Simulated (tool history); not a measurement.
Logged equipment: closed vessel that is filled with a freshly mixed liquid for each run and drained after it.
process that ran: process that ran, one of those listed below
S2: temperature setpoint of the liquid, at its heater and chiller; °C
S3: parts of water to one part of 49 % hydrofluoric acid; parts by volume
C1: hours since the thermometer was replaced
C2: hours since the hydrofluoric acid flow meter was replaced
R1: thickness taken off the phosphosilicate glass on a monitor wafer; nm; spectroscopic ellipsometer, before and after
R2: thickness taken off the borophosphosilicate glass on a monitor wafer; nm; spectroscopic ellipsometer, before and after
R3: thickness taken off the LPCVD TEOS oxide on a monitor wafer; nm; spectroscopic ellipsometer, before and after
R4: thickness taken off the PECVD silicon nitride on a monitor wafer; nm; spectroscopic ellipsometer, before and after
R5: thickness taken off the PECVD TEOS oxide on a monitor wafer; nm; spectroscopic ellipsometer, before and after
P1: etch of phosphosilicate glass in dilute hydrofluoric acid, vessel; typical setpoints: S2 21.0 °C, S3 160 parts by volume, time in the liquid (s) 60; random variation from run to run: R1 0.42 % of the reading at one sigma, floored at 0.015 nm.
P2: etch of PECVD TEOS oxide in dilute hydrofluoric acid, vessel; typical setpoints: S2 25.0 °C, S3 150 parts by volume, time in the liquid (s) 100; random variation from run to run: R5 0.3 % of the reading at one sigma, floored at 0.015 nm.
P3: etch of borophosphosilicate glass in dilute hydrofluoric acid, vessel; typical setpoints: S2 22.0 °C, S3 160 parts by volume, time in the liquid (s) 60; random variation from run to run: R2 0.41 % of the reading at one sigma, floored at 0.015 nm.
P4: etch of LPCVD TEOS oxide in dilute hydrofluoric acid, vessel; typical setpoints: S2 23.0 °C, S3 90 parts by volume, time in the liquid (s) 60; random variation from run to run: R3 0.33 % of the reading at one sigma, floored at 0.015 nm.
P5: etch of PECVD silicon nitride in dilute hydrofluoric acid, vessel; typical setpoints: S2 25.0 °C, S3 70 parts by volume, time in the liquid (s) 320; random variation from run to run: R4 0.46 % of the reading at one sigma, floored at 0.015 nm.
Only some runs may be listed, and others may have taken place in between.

Run 1, hour 12.6: process that ran P1, S2 21.0 °C, S3 160 parts by volume, time in the liquid (s) 60; C1 1477.5; C2 666.0. Result: R1 55.363 nm.
Run 2, hour 26.4: process that ran P1, S2 21.0 °C, S3 160 parts by volume, time in the liquid (s) 30; C1 1491.3; C2 679.8. Result: R1 27.682 nm.
Run 3, hour 35.6: process that ran P3, S2 22.0 °C, S3 160 parts by volume, time in the liquid (s) 115; C1 1500.5; C2 689.0. Result: R2 34.051 nm.
Run 4, hour 45.6: process that ran P3, S2 30.0 °C, S3 160 parts by volume, time in the liquid (s) 60; C1 1510.5; C2 699.0. Result: R2 23.841 nm.
Run 5, hour 58.8: process that ran P4, S2 23.0 °C, S3 90 parts by volume, time in the liquid (s) 60; C1 1523.7; C2 712.2. Result: R3 20.180 nm.
Run 6, hour 65.7: process that ran P4, S2 23.0 °C, S3 90 parts by volume, time in the liquid (s) 30; C1 1530.6; C2 719.1. Result: R3 10.051 nm.
Run 7, hour 76.8: process that ran P1, S2 25.5 °C, S3 160 parts by volume, time in the liquid (s) 60; C1 1541.7; C2 730.2. Result: R1 65.673 nm.
Run 8, hour 86.4: process that ran P1, S2 21.0 °C, S3 260 parts by volume, time in the liquid (s) 60; C1 1551.3; C2 739.8. Result: R1 30.703 nm.
Run 9, hour 94.1: process that ran P5, S2 17.0 °C, S3 70 parts by volume, time in the liquid (s) 320; C1 1559.0; C2 747.5. Result: R4 13.8090 nm.
Run 10, hour 107.5: process that ran P2, S2 29.5 °C, S3 150 parts by volume, time in the liquid (s) 100; C1 1572.4; C2 760.9. Result: R5 18.2100 nm.
Run 11, hour 120.2: process that ran P3, S2 22.0 °C, S3 220 parts by volume, time in the liquid (s) 60; C1 1585.1; C2 773.6. Result: R2 12.066 nm.
Run 12, hour 127.6: process that ran P1, S2 21.0 °C, S3 160 parts by volume, time in the liquid (s) 105; C1 1592.5; C2 781.0. Result: R1 96.459 nm.
Run 13, hour 141.8: process that ran P3, S2 22.0 °C, S3 160 parts by volume, time in the liquid (s) 60; C1 1606.7; C2 795.2. Result: R2 17.683 nm.
Run 14, hour 154.9: process that ran P3, S2 22.0 °C, S3 160 parts by volume, time in the liquid (s) 60; C1 1619.8; C2 808.3. Result: R2 17.790 nm.
Run 15, hour 165.0: process that ran P4, S2 23.0 °C, S3 90 parts by volume, time in the liquid (s) 60; C1 1629.9; C2 818.4. Result: R3 20.138 nm.
Run 16, hour 174.2: process that ran P4, S2 17.0 °C, S3 90 parts by volume, time in the liquid (s) 60; C1 1639.1; C2 827.6. Result: R3 15.819 nm.
Run 17, hour 188.8: process that ran P2, S2 25.0 °C, S3 25 parts by volume, time in the liquid (s) 100; C1 1653.7; C2 842.2. Result: R5 108.4500 nm.
Run 18, hour 198.2: process that ran P1, S2 21.0 °C, S3 160 parts by volume, time in the liquid (s) 60; C1 1663.1; C2 851.6. Result: R1 55.487 nm.
Run 19, hour 212.7: process that ran P4, S2 23.0 °C, S3 130 parts by volume, time in the liquid (s) 60; C1 1677.6; C2 866.1. Result: R3 13.352 nm.
Run 20, hour 225.3: process that ran P5, S2 25.0 °C, S3 70 parts by volume, time in the liquid (s) 320; C1 1690.2; C2 878.7. Result: R4 24.0580 nm.
Run 21, hour 237.0: process that ran P5, S2 25.0 °C, S3 20 parts by volume, time in the liquid (s) 320; C1 1701.9; C2 890.4. Result: R4 80.4210 nm.
Run 22, hour 246.5: process that ran P5, S2 25.0 °C, S3 70 parts by volume, time in the liquid (s) 35; C1 1711.4; C2 899.9. Result: R4 2.6434 nm.
Run 23, hour 258.5: process that ran P5, S2 25.0 °C, S3 70 parts by volume, time in the liquid (s) 320; C1 1723.4; C2 911.9. Result: R4 23.9330 nm.
Run 24, hour 266.3: process that ran P1, S2 21.0 °C, S3 85 parts by volume, time in the liquid (s) 60; C1 1731.2; C2 919.7. Result: R1 113.900 nm.
Run 25, hour 278.2: process that ran P2, S2 25.0 °C, S3 150 parts by volume, time in the liquid (s) 100; C1 1743.1; C2 931.6. Result: R5 15.3680 nm.
Run 26, hour 288.4: process that ran P1, S2 17.0 °C, S3 160 parts by volume, time in the liquid (s) 60; C1 1753.3; C2 941.8. Result: R1 47.021 nm.
At hour 299.5: thermometer replaced.
Run 27, hour 302.4: process that ran P2, S2 25.0 °C, S3 150 parts by volume, time in the liquid (s) 30; C1 3.0; C2 955.8. Result: R5 4.6161 nm.
Run 28, hour 309.9: process that ran P1, S2 21.0 °C, S3 270 parts by volume, time in the liquid (s) 30; C1 10.5; C2 963.3. Result: R1 14.785 nm.
Run 29, hour 320.9: process that ran P1, S2 21.0 °C, S3 160 parts by volume, time in the liquid (s) 60; C1 21.5; C2 974.3. Result: R1 54.996 nm.
Run 30, hour 333.4: process that ran P1, S2 21.0 °C, S3 160 parts by volume, time in the liquid (s) 60; C1 34.0; C2 986.8. Result: R1 55.429 nm.
Run 31, hour 346.4: process that ran P1, S2 21.0 °C, S3 160 parts by volume, time in the liquid (s) 60; C1 47.0; C2 999.8. Result: R1 55.180 nm.
Run 32, hour 353.3: process that ran P1, S2 21.0 °C, S3 160 parts by volume, time in the liquid (s) 60; C1 53.9; C2 1006.7. Result: R1 55.342 nm.
Run 33, hour 362.0: process that ran P1, S2 21.0 °C, S3 160 parts by volume, time in the liquid (s) 60; C1 62.6; C2 1015.4. Result: R1 56.948 nm.
Run 34, hour 375.3: process that ran P1, S2 21.0 °C, S3 160 parts by volume, time in the liquid (s) 60; C1 75.9; C2 1028.7. Result: R1 58.028 nm.
Run 35, hour 382.4: process that ran P1, S2 21.0 °C, S3 160 parts by volume, time in the liquid (s) 60; C1 83.0; C2 1035.8. Result: R1 58.409 nm.
Run 36, hour 395.8: process that ran P1, S2 21.0 °C, S3 160 parts by volume, time in the liquid (s) 60; C1 96.4; C2 1049.2. Result: R1 58.834 nm.
Run 37, hour 407.8: process that ran P1, S2 21.0 °C, S3 160 parts by volume, time in the liquid (s) 60; C1 108.4; C2 1061.2. Result: R1 58.699 nm.
Run 38, hour 415.5: process that ran P1, S2 21.0 °C, S3 160 parts by volume, time in the liquid (s) 60; C1 116.1; C2 1068.9. Result: R1 58.910 nm.
Run 39, hour 426.7: process that ran P1, S2 21.0 °C, S3 160 parts by volume, time in the liquid (s) 60; C1 127.3; C2 1080.1. Result: R1 58.532 nm.

What P1 gives has crept away from where it was. These 2 causes fit the log equally well, each at the size given:
A: hydrofluoric acid flow above the setpoint (%) = 5.82
B: liquid hotter than its thermometer reads (K) = 1.7
The creep began at about hour 353.3.

Question marks stand in for the results of the 4 check runs listed below, each run on one wafer. Under which run would the listed causes show clearly different results?
Run check 1, hour 437.9: process that ran P3, S2 27.0 °C, S3 160 parts by volume, time in the liquid (s) 100. Result: R2 ?.
Run check 2, hour 437.9: process that ran P2, S2 29.5 °C, S3 55 parts by volume, time in the liquid (s) 100. Result: R5 ?.
Run check 3, hour 437.9: process that ran P5, S2 25.0 °C, S3 20 parts by volume, time in the liquid (s) 320. Result: R4 ?.
Run check 4, hour 437.9: process that ran P4, S2 23.0 °C, S3 90 parts by volume, time in the liquid (s) 35. Result: R3 ?.

Check results expected under each cause:
  check  result     if A     if B
check 1      R2   38.264   38.063
check 2      R5  60.0390  60.3500
check 3      R4  85.5190  90.9140
check 4      R3   12.525   12.592
Minimum pairwise separation of causes per check, each pair taken at its best-separating result: check 1 0.53 %; check 2 0.52 %; check 3 6.12 %; check 4 0.53 %
Check 3 is the one run that separates the causes; every other check would come out nearly the same whichever cause is at work.

Running check 3 produced the following: R4 91.7880 nm. Which one of the listed causes fits?

It was cause B: liquid hotter than its thermometer reads (K).

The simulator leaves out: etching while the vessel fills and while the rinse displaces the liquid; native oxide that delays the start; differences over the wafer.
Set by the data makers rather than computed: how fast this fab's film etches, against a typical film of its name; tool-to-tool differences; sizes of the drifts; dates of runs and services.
